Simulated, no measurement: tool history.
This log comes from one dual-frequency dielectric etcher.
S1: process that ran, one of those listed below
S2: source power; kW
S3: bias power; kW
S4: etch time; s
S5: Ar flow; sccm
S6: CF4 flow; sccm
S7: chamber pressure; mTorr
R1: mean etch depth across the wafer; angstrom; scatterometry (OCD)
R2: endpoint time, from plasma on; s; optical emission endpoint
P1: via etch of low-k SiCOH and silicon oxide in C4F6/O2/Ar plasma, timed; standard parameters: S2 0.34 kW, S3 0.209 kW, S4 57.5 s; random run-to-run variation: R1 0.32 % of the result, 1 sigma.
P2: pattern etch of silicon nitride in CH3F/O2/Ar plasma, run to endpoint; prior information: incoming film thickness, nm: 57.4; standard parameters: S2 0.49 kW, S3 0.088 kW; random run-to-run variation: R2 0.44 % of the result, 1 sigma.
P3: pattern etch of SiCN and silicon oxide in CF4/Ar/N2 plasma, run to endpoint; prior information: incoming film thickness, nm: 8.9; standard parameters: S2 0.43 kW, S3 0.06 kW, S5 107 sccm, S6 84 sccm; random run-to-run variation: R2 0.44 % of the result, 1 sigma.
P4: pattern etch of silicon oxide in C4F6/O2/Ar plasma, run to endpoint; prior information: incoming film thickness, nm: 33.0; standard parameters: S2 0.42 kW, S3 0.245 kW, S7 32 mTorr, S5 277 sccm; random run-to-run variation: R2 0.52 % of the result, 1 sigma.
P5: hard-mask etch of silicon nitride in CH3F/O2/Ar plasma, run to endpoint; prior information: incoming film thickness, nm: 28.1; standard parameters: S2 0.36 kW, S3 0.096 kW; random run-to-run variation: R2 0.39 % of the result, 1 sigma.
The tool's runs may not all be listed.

Run 1, day 0.521: S1 P1, S2 0.34 kW, S3 0.209 kW, S4 57.5 s. Result: R1 1587.8 angstrom.
Run 2, day 1.079: S1 P3, S2 0.43 kW, S3 0.06 kW, S5 107 sccm, S6 84 sccm. Result: R2 11.242 s.
Run 3, day 1.717: S1 P1, S2 0.34 kW, S3 0.209 kW, S4 57.5 s. Result: R1 1591 angstrom.
Run 4, day 2.333: S1 P4, S2 0.31 kW, S3 0.245 kW, S5 277 sccm, S7 32 mTorr. Result: R2 10.328 s.
Run 5, day 2.762: S1 P4, S2 0.42 kW, S3 0.309 kW, S5 277 sccm, S7 32 mTorr. Result: R2 8.6586 s.
Run 6, day 3.417: S1 P1, S2 0.34 kW, S3 0.209 kW, S4 57.5 s. Result: R1 1578.7 angstrom.
Run 7, day 3.75: S1 P1, S2 0.28 kW, S3 0.209 kW, S4 44 s. Result: R1 1127.7 angstrom.
Run 8, day 4.517: S1 P4, S2 0.42 kW, S3 0.245 kW, S5 363 sccm, S7 32 mTorr. Result: R2 9.6135 s.
Run 9, day 5.225: S1 P1, S2 0.23 kW, S3 0.209 kW, S4 57.5 s. Result: R1 1364.8 angstrom.
Run 10, day 5.825: S1 P1, S2 0.34 kW, S3 0.209 kW, S4 57.5 s. Result: R1 1592.2 angstrom.
At day 5.992: bias power generator calibrated.
Run 11, day 6.575: S1 P2, S2 0.61 kW, S3 0.088 kW. Result: R2 66.841 s.
Run 12, day 6.962: S1 P4, S2 0.42 kW, S3 0.245 kW, S5 277 sccm, S7 32 mTorr. Result: R2 9.3076 s.
Run 13, day 7.708: S1 P1, S2 0.43 kW, S3 0.209 kW, S4 82 s. Result: R1 2491 angstrom.
Run 14, day 8.138: S1 P4, S2 0.42 kW, S3 0.245 kW, S5 277 sccm, S7 40.5 mTorr. Result: R2 9.5157 s.
Run 15, day 8.579: S1 P5, S2 0.36 kW, S3 0.096 kW. Result: R2 37.846 s.
Run 16, day 9.129: S1 P1, S2 0.34 kW, S3 0.14 kW, S4 69.5 s. Result: R1 1690.5 angstrom.
Run 17, day 9.788: S1 P1, S2 0.34 kW, S3 0.144 kW, S4 57.5 s. Result: R1 1404.4 angstrom.
Run 18, day 10.275: S1 P5, S2 0.36 kW, S3 0.115 kW. Result: R2 35.295 s.
Run 19, day 10.667: S1 P2, S2 0.49 kW, S3 0.088 kW. Result: R2 72.543 s.
Run 20, day 11.083: S1 P4, S2 0.42 kW, S3 0.245 kW, S5 277 sccm, S7 32 mTorr. Result: R2 9.3609 s.
Run 21, day 11.596: S1 P1, S2 0.34 kW, S3 0.209 kW, S4 44.5 s. Result: R1 1223.3 angstrom.
Run 22, day 12.021: S1 P2, S2 0.49 kW, S3 0.116 kW. Result: R2 65.835 s.
Run 23, day 12.788: S1 P1, S2 0.34 kW, S3 0.209 kW, S4 77 s. Result: R1 2123.6 angstrom.
Run 24, day 13.388: S1 P1, S2 0.34 kW, S3 0.209 kW, S4 57.5 s. Result: R1 1585.4 angstrom.
Run 25, day 14.062: S1 P3, S2 0.43 kW, S3 0.06 kW, S5 107 sccm, S6 65 sccm. Result: R2 11.835 s.
Run 26, day 14.558: S1 P3, S2 0.43 kW, S3 0.06 kW, S5 74 sccm, S6 84 sccm. Result: R2 10.746 s.
Run 27, day 15.121: S1 P3, S2 0.25 kW, S3 0.06 kW, S5 107 sccm, S6 84 sccm. Result: R2 18.2 s.
Run 28, day 15.792: S1 P1, S2 0.34 kW, S3 0.281 kW, S4 57.5 s. Result: R1 1737.3 angstrom.
Run 29, day 16.142: S1 P5, S2 0.36 kW, S3 0.096 kW. Result: R2 37.663 s.
Run 30, day 16.788: S1 P3, S2 0.43 kW, S3 0.075 kW, S5 107 sccm, S6 84 sccm. Result: R2 10.541 s.
Run 31, day 17.517: S1 P5, S2 0.26 kW, S3 0.096 kW. Result: R2 42.911 s.
Run 32, day 18.2: S1 P1, S2 0.34 kW, S3 0.209 kW, S4 57.5 s. Result: R1 1586.3 angstrom.
Run 33, day 18.762: S1 P1, S2 0.45 kW, S3 0.209 kW, S4 57.5 s. Result: R1 1764.4 angstrom.
Run 34, day 19.5: S1 P1, S2 0.34 kW, S3 0.209 kW, S4 57.5 s. Result: R1 1578.1 angstrom.
Run 35, day 20.254: S1 P1, S2 0.34 kW, S3 0.209 kW, S4 57.5 s. Result: R1 1587.1 angstrom.
Run 36, day 20.946: S1 P1, S2 0.34 kW, S3 0.209 kW, S4 57.5 s. Result: R1 1593.8 angstrom.
Run 37, day 21.433: S1 P1, S2 0.34 kW, S3 0.209 kW, S4 57.5 s. Result: R1 1597.2 angstrom.
Run 38, day 21.967: S1 P1, S2 0.34 kW, S3 0.209 kW, S4 57.5 s. Result: R1 1595.5 angstrom.
Run 39, day 22.454: S1 P1, S2 0.34 kW, S3 0.209 kW, S4 57.5 s. Result: R1 1603.9 angstrom.
Run 40, day 22.892: S1 P1, S2 0.34 kW, S3 0.209 kW, S4 57.5 s. Result: R1 1607.2 angstrom.
At day 23.538: wet clean of the chamber.
Run 41, day 23.538: S1 P1, S2 0.34 kW, S3 0.209 kW, S4 57.5 s. Result: R1 1619.7 angstrom.
Run 42, day 24.225: S1 P1, S2 0.34 kW, S3 0.209 kW, S4 57.5 s. Result: R1 1618.5 angstrom.
Run 43, day 24.925: S1 P1, S2 0.34 kW, S3 0.209 kW, S4 57.5 s. Result: R1 1610.6 angstrom.
Run 44, day 25.267: S1 P1, S2 0.34 kW, S3 0.209 kW, S4 57.5 s. Result: R1 1614.1 angstrom.
Run 45, day 25.604: S1 P1, S2 0.34 kW, S3 0.209 kW, S4 57.5 s. Result: R1 1610.9 angstrom.

What P1 gives has crept off from where it sat before. The 2 causes that follow fit the log equally well, each at the size noted:
A: source power that arrives over what is set, % = 4.24
B: bias power that arrives over what is set, % = 4.94
Onset of the creep was near day 20.254.
Each remaining cause and why it is not a fit:
chamber walls in a state that raises the etch rate, %: maintenance at day 23.538, after the shift began, did not return the process to its former output

You are offered 4 check runs, listed below with question marks in place of their results; each one averages 3 wafers. Which run separates the listed causes by giving clearly different results for each?
Run check 1, day 25.942: S1 P2, S2 0.49 kW, S3 0.088 kW. Result: R2 ?.
Run check 2, day 25.942: S1 P4, S2 0.42 kW, S3 0.245 kW, S5 277 sccm, S7 32 mTorr. Result: R2 ?.
Run check 3, day 25.942: S1 P5, S2 0.36 kW, S3 0.096 kW. Result: R2 ?.
Run check 4, day 25.942: S1 P3, S2 0.43 kW, S3 0.06 kW, S5 107 sccm, S6 84 sccm. Result: R2 ?.

If the cause were each of the candidates in turn, the checks would give the following:
  check  result    if A    if B
check 1      R2  71.891  71.787
check 2      R2  9.1559  9.1529
check 3      R2  37.303  37.217
check 4      R2  10.876  11.112
Per check, the gap between the least separated pair of causes, taken in the result that splits them most: check 1 0.14 %; check 2 0.03 %; check 3 0.23 %; check 4 2.14 %
Only check 4 tells the causes apart: in the others they would give nearly the same result.

Check 4 was carried out, with these results: R2 11.13 s. Which of the listed causes is responsible?

It was cause B: bias power that arrives over what is set, %.

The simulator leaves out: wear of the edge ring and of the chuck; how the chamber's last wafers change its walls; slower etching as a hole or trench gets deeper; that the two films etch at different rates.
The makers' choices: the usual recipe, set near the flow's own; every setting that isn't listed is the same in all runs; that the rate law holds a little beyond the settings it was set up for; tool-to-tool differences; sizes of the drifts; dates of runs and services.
